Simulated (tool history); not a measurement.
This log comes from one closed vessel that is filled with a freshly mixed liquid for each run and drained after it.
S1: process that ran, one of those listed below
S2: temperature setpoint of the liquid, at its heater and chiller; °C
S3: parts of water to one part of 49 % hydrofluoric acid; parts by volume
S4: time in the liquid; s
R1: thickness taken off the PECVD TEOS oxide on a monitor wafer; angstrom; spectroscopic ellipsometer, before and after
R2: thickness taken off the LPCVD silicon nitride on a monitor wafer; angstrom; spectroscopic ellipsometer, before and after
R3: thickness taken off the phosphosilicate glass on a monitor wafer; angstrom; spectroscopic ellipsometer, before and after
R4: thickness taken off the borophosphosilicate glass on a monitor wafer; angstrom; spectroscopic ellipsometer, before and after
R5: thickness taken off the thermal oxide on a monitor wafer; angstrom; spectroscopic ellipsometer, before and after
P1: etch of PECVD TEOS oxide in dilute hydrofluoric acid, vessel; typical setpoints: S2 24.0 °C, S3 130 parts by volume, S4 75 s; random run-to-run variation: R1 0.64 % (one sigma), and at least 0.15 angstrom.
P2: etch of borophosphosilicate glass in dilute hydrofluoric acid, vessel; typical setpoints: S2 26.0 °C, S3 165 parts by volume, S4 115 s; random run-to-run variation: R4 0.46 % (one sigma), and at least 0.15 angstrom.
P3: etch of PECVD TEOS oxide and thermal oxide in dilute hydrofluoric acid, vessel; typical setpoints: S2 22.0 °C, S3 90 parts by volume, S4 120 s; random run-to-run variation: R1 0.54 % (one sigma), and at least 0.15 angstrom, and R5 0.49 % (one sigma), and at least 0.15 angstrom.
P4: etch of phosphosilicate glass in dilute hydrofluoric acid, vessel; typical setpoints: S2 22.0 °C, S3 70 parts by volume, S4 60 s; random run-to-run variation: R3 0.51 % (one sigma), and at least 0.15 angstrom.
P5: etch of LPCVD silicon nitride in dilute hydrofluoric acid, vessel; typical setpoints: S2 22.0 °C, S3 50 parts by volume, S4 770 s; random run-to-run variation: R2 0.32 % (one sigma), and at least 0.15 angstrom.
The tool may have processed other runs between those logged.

run   hour  S1    S2   S3    S4       R1       R2       R3        R4      R5
  1    6.5  P1  24.0  130    75   48.652
  2   13.9  P5  26.5   50   770            93.000
  3   21.5  P4  29.0   70    60                     662.40
  4   28.8  P5  22.0   50  1375           123.790
  5   37.3  P5  22.0   50   770            69.300
  6   44.4  P2  26.0  165   115                              224.300
  7   50.8  P3  29.5   90   120  221.150                              79.410
  8   55.6  P2  18.0  165   115                              165.000
  9   61.6  P1  24.0  130   130   83.385
 10   67.1  P3  22.0   90   120  165.460                              58.534
 11   75.0  P1  24.0  175    75   33.934
 12   82.8  P3  22.0  155   120   88.798                              31.541
 13   89.8  P4  22.0   35    60                    1038.90
 14   98.3  P4  22.0   70    95                     792.18
 15  104.3  P1  24.0   65   135  186.370
 16  109.4  P5  22.0   50   770            68.989
 17  117.7  P1  29.5  130    45   35.189
 18  126.2  P1  24.0  130    75   47.192
 19  133.8  P1  24.0  130    40   25.498
 20  141.6  P5  22.0   70   770            49.889
 21  149.9  P4  22.0   70    60                     499.23
 22  158.2  P1  29.5   80    75  103.880
 23  162.8  P2  26.0   35   115                             1243.300
 24  170.9  P3  22.0   90   120  167.390                              59.050
 25  175.2  P3  22.0   90    40   55.069                              19.618
 26  183.0  P1  24.0  130    75   47.975
 27  188.2  P1  24.0  130    75   47.832
 28  196.4  P2  26.0  165    30                               58.635
 29  204.3  P1  18.0  130    75   38.050
 30  210.8  P1  30.5  130    75   61.291
 31  215.1  P1  24.0   35    75  201.520
 32  221.3  P1  24.0  130    75   48.217
 33  226.7  P1  24.0  130    75   46.628
 34  234.1  P1  24.0  130    75   45.678
 35  238.2  P1  24.0  130    75   46.203
 36  244.9  P1  24.0  130    75   46.317
 37  253.1  P1  24.0  130    75   45.433
 38  256.9  P1  24.0  130    75   45.809
 39  262.2  P1  24.0  130    75   45.007
 40  269.5  P1  24.0  130    75   44.717
 41  276.3  P1  24.0  130    75   44.662
 42  280.6  P1  24.0  130    75   44.853
 43  285.7  P1  24.0  130    75   45.172

What P1 gives has crept away from where it was. These 2 causes fit the log equally well, each at the size given:
A: liquid colder than its thermometer reads (K) = 1.72
B: hydrofluoric acid flow below the setpoint (%) = 5.64
Creep in the process output first set in at about hour 221.3.

Listed below are the offered check runs, one wafer per run, with question marks in place of results. For which of them would the causes give clearly different outcomes?
check 1  290.8  P5  22.0   50  770       ?
check 2  290.8  P2  26.0  165  115               ?
check 3  290.8  P3  22.0   90  120   ?               ?
check 4  290.8  P4  22.0   70   60           ?

Check results expected under each cause:
  check  result     if A     if B
check 1      R2   61.448   65.366
check 2      R4  210.270  209.170
check 3      R1  153.840  154.770
check 3      R5   55.057   55.386
check 4      R3   466.60   470.47
Gap, in per cent, between the two causes that each check separates least, read from the result that separates them most: check 1 6.18 %; check 2 0.52 %; check 3 0.6 %; check 4 0.83 %
Check 1 distinguishes between the causes, while the remaining checks would return nearly the same result for all of them.

The results of check 1 are: R2 65.303 angstrom. Based on these, which of the listed causes is it?

It was cause B: hydrofluoric acid flow below the setpoint (%).
